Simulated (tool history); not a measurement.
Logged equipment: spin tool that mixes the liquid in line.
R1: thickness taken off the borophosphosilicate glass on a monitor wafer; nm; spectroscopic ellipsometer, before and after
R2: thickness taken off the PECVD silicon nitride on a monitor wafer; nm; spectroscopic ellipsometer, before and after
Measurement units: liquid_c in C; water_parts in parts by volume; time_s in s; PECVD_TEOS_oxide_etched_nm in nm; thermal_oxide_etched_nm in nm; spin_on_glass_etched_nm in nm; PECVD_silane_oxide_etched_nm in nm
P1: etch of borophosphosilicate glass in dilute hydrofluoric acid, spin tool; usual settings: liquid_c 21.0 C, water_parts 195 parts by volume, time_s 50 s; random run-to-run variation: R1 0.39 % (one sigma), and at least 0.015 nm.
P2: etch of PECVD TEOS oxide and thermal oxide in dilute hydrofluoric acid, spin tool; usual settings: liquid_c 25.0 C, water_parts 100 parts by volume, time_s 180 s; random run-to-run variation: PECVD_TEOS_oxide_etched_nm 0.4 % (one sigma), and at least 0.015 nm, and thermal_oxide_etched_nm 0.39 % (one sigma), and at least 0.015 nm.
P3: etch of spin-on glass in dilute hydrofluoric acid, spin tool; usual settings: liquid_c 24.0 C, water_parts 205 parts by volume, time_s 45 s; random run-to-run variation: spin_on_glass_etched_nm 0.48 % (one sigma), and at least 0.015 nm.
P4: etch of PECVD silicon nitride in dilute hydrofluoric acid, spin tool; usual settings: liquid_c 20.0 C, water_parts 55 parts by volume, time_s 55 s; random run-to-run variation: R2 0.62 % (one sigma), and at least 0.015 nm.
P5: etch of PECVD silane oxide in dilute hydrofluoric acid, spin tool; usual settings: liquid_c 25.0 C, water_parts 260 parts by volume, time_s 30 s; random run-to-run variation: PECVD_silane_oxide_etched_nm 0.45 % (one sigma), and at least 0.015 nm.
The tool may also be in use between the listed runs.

run 1 hour=3.5 | process=P1 liquid_c=21.0 water_parts=195 time_s=50 | R1=11.9840
run 2 hour=7.4 | process=P4 liquid_c=25.0 water_parts=55 time_s=55 | R2=6.1480
run 3 hour=9.9 | process=P2 liquid_c=25.0 water_parts=165 time_s=180 | PECVD_TEOS_oxide_etched_nm=9.5644 thermal_oxide_etched_nm=4.7678
run 4 hour=12.7 | process=P3 liquid_c=28.5 water_parts=205 time_s=45 | spin_on_glass_etched_nm=7.1137
run 5 hour=16.2 | process=P3 liquid_c=24.0 water_parts=205 time_s=45 | spin_on_glass_etched_nm=6.0475
run 6 hour=18.4 | process=P1 liquid_c=25.5 water_parts=260 time_s=50 | R1=10.0190
run 7 hour=21.6 | process=P1 liquid_c=21.0 water_parts=195 time_s=85 | R1=20.6670
run 8 hour=25.8 | process=P1 liquid_c=21.0 water_parts=115 time_s=15 | R1=6.7064
run 9 hour=28.1 | process=P2 liquid_c=18.5 water_parts=100 time_s=180 | PECVD_TEOS_oxide_etched_nm=12.9950 thermal_oxide_etched_nm=6.5568
run 10 hour=31.4 | process=P5 liquid_c=25.0 water_parts=465 time_s=30 | PECVD_silane_oxide_etched_nm=2.2058
run 11 hour=35.7 | process=P1 liquid_c=21.0 water_parts=195 time_s=15 | R1=3.6174
run 12 hour=40.2 | process=P4 liquid_c=20.0 water_parts=55 time_s=15 | R2=1.2001
run 13 hour=43.4 | process=P3 liquid_c=24.0 water_parts=90 time_s=45 | spin_on_glass_etched_nm=15.7690
run 14 hour=47.5 | process=P5 liquid_c=33.0 water_parts=260 time_s=30 | PECVD_silane_oxide_etched_nm=6.2968
run 15 hour=51.0 | process=P1 liquid_c=21.0 water_parts=75 time_s=50 | R1=35.8550
run 16 hour=55.2 | process=P4 liquid_c=20.0 water_parts=55 time_s=55 | R2=4.4114
run 17 hour=59.3 | process=P1 liquid_c=21.0 water_parts=195 time_s=50 | R1=12.1200
run 18 hour=62.0 | process=P1 liquid_c=21.0 water_parts=300 time_s=50 | R1=7.1264
run 19 hour=66.0 | process=P1 liquid_c=17.0 water_parts=195 time_s=50 | R1=10.3630
run 20 hour=70.0 | process=P2 liquid_c=25.0 water_parts=100 time_s=180 | PECVD_TEOS_oxide_etched_nm=17.0520 thermal_oxide_etched_nm=8.6031
run 21 hour=74.1 | process=P1 liquid_c=21.0 water_parts=195 time_s=50 | R1=12.0850
run 22 hour=76.2 | process=P1 liquid_c=21.0 water_parts=195 time_s=50 | R1=12.1050
run 23 hour=79.2 | process=P5 liquid_c=25.0 water_parts=260 time_s=15 | PECVD_silane_oxide_etched_nm=2.3900
run 24 hour=83.1 | process=P4 liquid_c=20.0 water_parts=55 time_s=55 | R2=4.4158
run 25 hour=86.8 | process=P1 liquid_c=21.0 water_parts=195 time_s=50 | R1=12.1300
run 26 hour=91.2 | process=P1 liquid_c=21.0 water_parts=195 time_s=50 | R1=12.0800
run 27 hour=94.3 | process=P1 liquid_c=21.0 water_parts=195 time_s=50 | R1=12.0930
run 28 hour=97.4 | process=P4 liquid_c=20.0 water_parts=20 time_s=55 | R2=11.7310
run 29 hour=101.5 | process=P1 liquid_c=26.5 water_parts=195 time_s=50 | R1=14.8330
run 30 hour=105.2 | process=P3 liquid_c=24.0 water_parts=205 time_s=80 | spin_on_glass_etched_nm=10.7720
run 31 hour=108.0 | process=P5 liquid_c=25.0 water_parts=260 time_s=30 | PECVD_silane_oxide_etched_nm=4.7685

What does the tool deliver on the next run?
run 32 hour=110.0 | process=P2 liquid_c=25.0 water_parts=100 time_s=45 | PECVD_TEOS_oxide_etched_nm=? thermal_oxide_etched_nm=?

{"run 32": {"PECVD_TEOS_oxide_etched_nm": 4.2421, "thermal_oxide_etched_nm": 2.1266}}

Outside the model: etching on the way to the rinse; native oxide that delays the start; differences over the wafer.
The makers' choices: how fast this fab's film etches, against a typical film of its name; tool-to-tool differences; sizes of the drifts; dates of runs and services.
